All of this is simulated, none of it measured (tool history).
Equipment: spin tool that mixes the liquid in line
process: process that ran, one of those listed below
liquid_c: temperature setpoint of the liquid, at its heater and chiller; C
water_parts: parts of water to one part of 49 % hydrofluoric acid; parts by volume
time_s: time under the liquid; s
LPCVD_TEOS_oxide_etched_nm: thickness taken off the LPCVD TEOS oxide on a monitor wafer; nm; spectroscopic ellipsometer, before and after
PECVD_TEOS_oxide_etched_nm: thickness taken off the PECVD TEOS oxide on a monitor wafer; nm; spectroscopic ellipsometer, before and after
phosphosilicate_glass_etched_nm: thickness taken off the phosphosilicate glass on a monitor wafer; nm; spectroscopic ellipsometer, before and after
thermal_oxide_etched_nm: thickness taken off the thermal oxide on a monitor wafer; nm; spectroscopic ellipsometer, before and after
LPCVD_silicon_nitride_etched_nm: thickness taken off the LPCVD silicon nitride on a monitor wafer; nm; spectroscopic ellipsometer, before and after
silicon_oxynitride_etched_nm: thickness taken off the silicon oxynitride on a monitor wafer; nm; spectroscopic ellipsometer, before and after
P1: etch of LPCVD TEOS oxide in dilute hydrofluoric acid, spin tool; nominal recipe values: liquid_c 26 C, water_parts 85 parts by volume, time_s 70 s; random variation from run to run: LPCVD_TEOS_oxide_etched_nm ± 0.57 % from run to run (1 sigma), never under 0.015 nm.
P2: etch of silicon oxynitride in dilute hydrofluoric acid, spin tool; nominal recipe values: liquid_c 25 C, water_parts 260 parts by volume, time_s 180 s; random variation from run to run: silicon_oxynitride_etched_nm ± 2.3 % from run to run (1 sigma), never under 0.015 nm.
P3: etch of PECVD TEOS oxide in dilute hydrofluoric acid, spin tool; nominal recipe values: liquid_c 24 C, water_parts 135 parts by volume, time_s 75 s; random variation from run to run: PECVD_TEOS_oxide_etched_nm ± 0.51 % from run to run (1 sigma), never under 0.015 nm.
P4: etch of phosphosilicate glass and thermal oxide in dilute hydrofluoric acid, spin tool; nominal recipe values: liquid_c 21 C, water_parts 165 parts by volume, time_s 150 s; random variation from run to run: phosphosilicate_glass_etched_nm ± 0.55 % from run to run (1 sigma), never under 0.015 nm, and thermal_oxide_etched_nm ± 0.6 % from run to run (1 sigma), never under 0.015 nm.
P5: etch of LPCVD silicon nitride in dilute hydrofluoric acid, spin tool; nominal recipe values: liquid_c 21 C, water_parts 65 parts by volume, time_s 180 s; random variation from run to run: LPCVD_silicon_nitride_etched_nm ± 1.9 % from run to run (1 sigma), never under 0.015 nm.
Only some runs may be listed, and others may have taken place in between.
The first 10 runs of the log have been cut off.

run,hour,process,liquid_c,water_parts,time_s,hours since the thermometer was replaced,hours since the hydrofluoric acid flow meter was replaced,LPCVD_TEOS_oxide_etched_nm,PECVD_TEOS_oxide_etched_nm,phosphosilicate_glass_etched_nm,thermal_oxide_etched_nm,LPCVD_silicon_nitride_etched_nm,silicon_oxynitride_etched_nm
11,142.7,P3,24,75,75,458.7,489.7,,14.745,,,,
12,158.8,P1,26,85,70,474.8,505.8,49.527,,,,,
13,168.8,P3,20,135,75,484.8,515.8,,6.467,,,,
14,180.9,P2,25,260,180,496.9,527.9,,,,,,0.91918
15,198.3,P1,30,85,70,514.3,545.3,58.519,,,,,
16,212.9,P1,26,115,25,528.9,559.9,12.693,,,,,
17,230.1,P1,26,85,70,546.1,577.1,49.288,,,,,
18,240.6,P1,26,85,20,556.6,587.6,14.228,,,,,
19,254.6,P2,25,260,180,570.6,601.6,,,,,,0.94215
20,265.6,P1,26,85,120,581.6,612.6,85.12,,,,,
21,276.4,P2,32.5,260,180,592.4,623.4,,,,,,1.2849
22,290.4,P4,28.5,165,150,606.4,637.4,,,69.959,4.8346,,

Forecast run 23:
23,308.3,P1,21.5,85,70,624.3,655.3,?,,,,,

LPCVD_TEOS_oxide_etched_nm: 41.527 nm
